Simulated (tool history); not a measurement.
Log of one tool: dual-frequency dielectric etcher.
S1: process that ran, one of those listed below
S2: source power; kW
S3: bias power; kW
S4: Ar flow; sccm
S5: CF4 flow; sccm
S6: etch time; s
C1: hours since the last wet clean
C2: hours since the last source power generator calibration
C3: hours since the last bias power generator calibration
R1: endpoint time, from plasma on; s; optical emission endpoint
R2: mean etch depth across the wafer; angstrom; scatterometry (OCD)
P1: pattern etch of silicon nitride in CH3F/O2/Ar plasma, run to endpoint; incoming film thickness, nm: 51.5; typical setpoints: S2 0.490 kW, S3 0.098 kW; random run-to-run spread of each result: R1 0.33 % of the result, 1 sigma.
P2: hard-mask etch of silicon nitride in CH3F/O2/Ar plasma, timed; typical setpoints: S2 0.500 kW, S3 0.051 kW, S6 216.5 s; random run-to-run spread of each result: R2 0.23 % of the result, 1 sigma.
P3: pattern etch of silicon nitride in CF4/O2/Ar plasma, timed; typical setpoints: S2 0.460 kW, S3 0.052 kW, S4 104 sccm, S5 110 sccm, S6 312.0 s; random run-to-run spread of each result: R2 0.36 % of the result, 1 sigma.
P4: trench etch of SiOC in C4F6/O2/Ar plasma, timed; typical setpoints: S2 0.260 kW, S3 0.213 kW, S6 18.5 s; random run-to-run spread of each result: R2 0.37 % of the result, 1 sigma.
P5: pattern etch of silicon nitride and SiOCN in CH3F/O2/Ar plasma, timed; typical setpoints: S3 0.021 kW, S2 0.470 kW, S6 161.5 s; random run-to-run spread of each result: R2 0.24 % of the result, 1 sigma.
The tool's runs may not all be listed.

Run 1, hour 8.7: S1 P1, S2 0.490 kW, S3 0.098 kW; C1 365.7; C2 1225.6; C3 2988.9. Result: R1 62.201 s.
Run 2, hour 14.8: S1 P1, S2 0.590 kW, S3 0.066 kW; C1 371.8; C2 1231.7; C3 2995.0. Result: R1 66.470 s.
Run 3, hour 19.4: S1 P1, S2 0.490 kW, S3 0.098 kW; C1 376.4; C2 1236.3; C3 2999.6. Result: R1 62.370 s.
Run 4, hour 27.0: S1 P3, S2 0.460 kW, S3 0.052 kW, S4 104 sccm, S5 110 sccm, S6 312.0 s; C1 384.0; C2 1243.9; C3 3007.2. Result: R2 5668.30 angstrom.
Run 5, hour 36.7: S1 P5, S2 0.470 kW, S3 0.017 kW, S6 161.5 s; C1 393.7; C2 1253.6; C3 3016.9. Result: R2 207.50 angstrom.
Run 6, hour 44.3: S1 P3, S2 0.340 kW, S3 0.052 kW, S4 104 sccm, S5 110 sccm, S6 312.0 s; C1 401.3; C2 1261.2; C3 3024.5. Result: R2 4362.90 angstrom.
Run 7, hour 49.7: S1 P2, S2 0.500 kW, S3 0.051 kW, S6 299.5 s; C1 406.7; C2 1266.6; C3 3029.9. Result: R2 2013.00 angstrom.
Run 8, hour 57.9: S1 P3, S2 0.460 kW, S3 0.052 kW, S4 104 sccm, S5 70 sccm, S6 312.0 s; C1 414.9; C2 1274.8; C3 3038.1. Result: R2 5321.10 angstrom.
Run 9, hour 66.5: S1 P1, S2 0.390 kW, S3 0.117 kW; C1 423.5; C2 1283.4; C3 3046.7. Result: R1 63.871 s.
Run 10, hour 73.9: S1 P2, S2 0.500 kW, S3 0.051 kW, S6 216.5 s; C1 430.9; C2 1290.8; C3 3054.1. Result: R2 1458.40 angstrom.
Run 11, hour 83.0: S1 P4, S2 0.260 kW, S3 0.213 kW, S6 18.5 s; C1 440.0; C2 1299.9; C3 3063.2. Result: R2 349.88 angstrom.
Run 12, hour 88.3: S1 P1, S2 0.490 kW, S3 0.098 kW; C1 445.3; C2 1305.2; C3 3068.5. Result: R1 62.133 s.
Run 13, hour 97.9: S1 P4, S2 0.190 kW, S3 0.213 kW, S6 18.5 s; C1 454.9; C2 1314.8; C3 3078.1. Result: R2 310.64 angstrom.
Run 14, hour 103.2: S1 P2, S2 0.300 kW, S3 0.051 kW, S6 216.5 s; C1 460.2; C2 1320.1; C3 3083.4. Result: R2 1189.60 angstrom.
Run 15, hour 111.9: S1 P5, S2 0.630 kW, S3 0.021 kW, S6 161.5 s; C1 468.9; C2 1328.8; C3 3092.1. Result: R2 252.67 angstrom.
Run 16, hour 119.7: S1 P2, S2 0.500 kW, S3 0.068 kW, S6 216.5 s; C1 476.7; C2 1336.6; C3 3099.9. Result: R2 1598.30 angstrom.
Run 17, hour 128.5: S1 P5, S2 0.470 kW, S3 0.021 kW, S6 161.5 s; C1 485.5; C2 1345.4; C3 3108.7. Result: R2 227.73 angstrom.
At hour 131.4: wet clean of the chamber.
Run 18, hour 138.7: S1 P1, S2 0.380 kW, S3 0.098 kW; C1 7.4; C2 1355.6; C3 3118.9. Result: R1 68.374 s.
Run 19, hour 147.4: S1 P1, S2 0.660 kW, S3 0.075 kW; C1 16.1; C2 1364.3; C3 3127.6. Result: R1 61.035 s.
Run 20, hour 152.0: S1 P4, S2 0.260 kW, S3 0.213 kW, S6 11.5 s; C1 20.7; C2 1368.9; C3 3132.2. Result: R2 217.56 angstrom.
Run 21, hour 161.8: S1 P5, S2 0.470 kW, S3 0.021 kW, S6 202.5 s; C1 30.5; C2 1378.7; C3 3142.0. Result: R2 286.01 angstrom.
Run 22, hour 167.5: S1 P1, S2 0.490 kW, S3 0.098 kW; C1 36.2; C2 1384.4; C3 3147.7. Result: R1 62.394 s.
Run 23, hour 176.6: S1 P1, S2 0.490 kW, S3 0.118 kW; C1 45.3; C2 1393.5; C3 3156.8. Result: R1 58.298 s.
Run 24, hour 182.0: S1 P4, S2 0.260 kW, S3 0.213 kW, S6 18.5 s; C1 50.7; C2 1398.9; C3 3162.2. Result: R2 348.31 angstrom.
Run 25, hour 190.2: S1 P4, S2 0.260 kW, S3 0.275 kW, S6 18.5 s; C1 58.9; C2 1407.1; C3 3170.4. Result: R2 383.60 angstrom.
Run 26, hour 197.6: S1 P3, S2 0.460 kW, S3 0.052 kW, S4 104 sccm, S5 110 sccm, S6 175.5 s; C1 66.3; C2 1414.5; C3 3177.8. Result: R2 3195.50 angstrom.
Run 27, hour 203.8: S1 P3, S2 0.460 kW, S3 0.052 kW, S4 70 sccm, S5 110 sccm, S6 312.0 s; C1 72.5; C2 1420.7; C3 3184.0. Result: R2 5922.00 angstrom.
Run 28, hour 213.8: S1 P1, S2 0.490 kW, S3 0.098 kW; C1 82.5; C2 1430.7; C3 3194.0. Result: R1 62.092 s.
At hour 222.1: source power generator calibrated.
Run 29, hour 222.4: S1 P3, S2 0.460 kW, S3 0.062 kW, S4 104 sccm, S5 110 sccm, S6 312.0 s; C1 91.1; C2 0.4; C3 3202.6. Result: R2 6049.70 angstrom.
Run 30, hour 229.0: S1 P1, S2 0.490 kW, S3 0.098 kW; C1 97.7; C2 7.0; C3 3209.2. Result: R1 62.116 s.
Run 31, hour 238.0: S1 P1, S2 0.490 kW, S3 0.061 kW; C1 106.7; C2 16.0; C3 3218.2. Result: R1 73.459 s.
Run 32, hour 243.4: S1 P1, S2 0.610 kW, S3 0.098 kW; C1 112.1; C2 21.4; C3 3223.6. Result: R1 57.576 s.
Run 33, hour 249.6: S1 P2, S2 0.500 kW, S3 0.051 kW, S6 216.5 s; C1 118.3; C2 27.6; C3 3229.8. Result: R2 1452.40 angstrom.
Run 34, hour 255.4: S1 P3, S2 0.460 kW, S3 0.052 kW, S4 104 sccm, S5 110 sccm, S6 312.0 s; C1 124.1; C2 33.4; C3 3235.6. Result: R2 5671.10 angstrom.
Run 35, hour 260.2: S1 P1, S2 0.490 kW, S3 0.098 kW; C1 128.9; C2 38.2; C3 3240.4. Result: R1 62.249 s.
Run 36, hour 267.3: S1 P1, S2 0.490 kW, S3 0.098 kW; C1 136.0; C2 45.3; C3 3247.5. Result: R1 62.395 s.
Run 37, hour 277.5: S1 P1, S2 0.490 kW, S3 0.098 kW; C1 146.2; C2 55.5; C3 3257.7. Result: R1 62.981 s.

The next listed run, before its measurement:
Run 38, hour 282.9: S1 P1, S2 0.490 kW, S3 0.098 kW; C1 151.6; C2 60.9; C3 3263.1. Result: R1 ?.

R1: 63.349 s
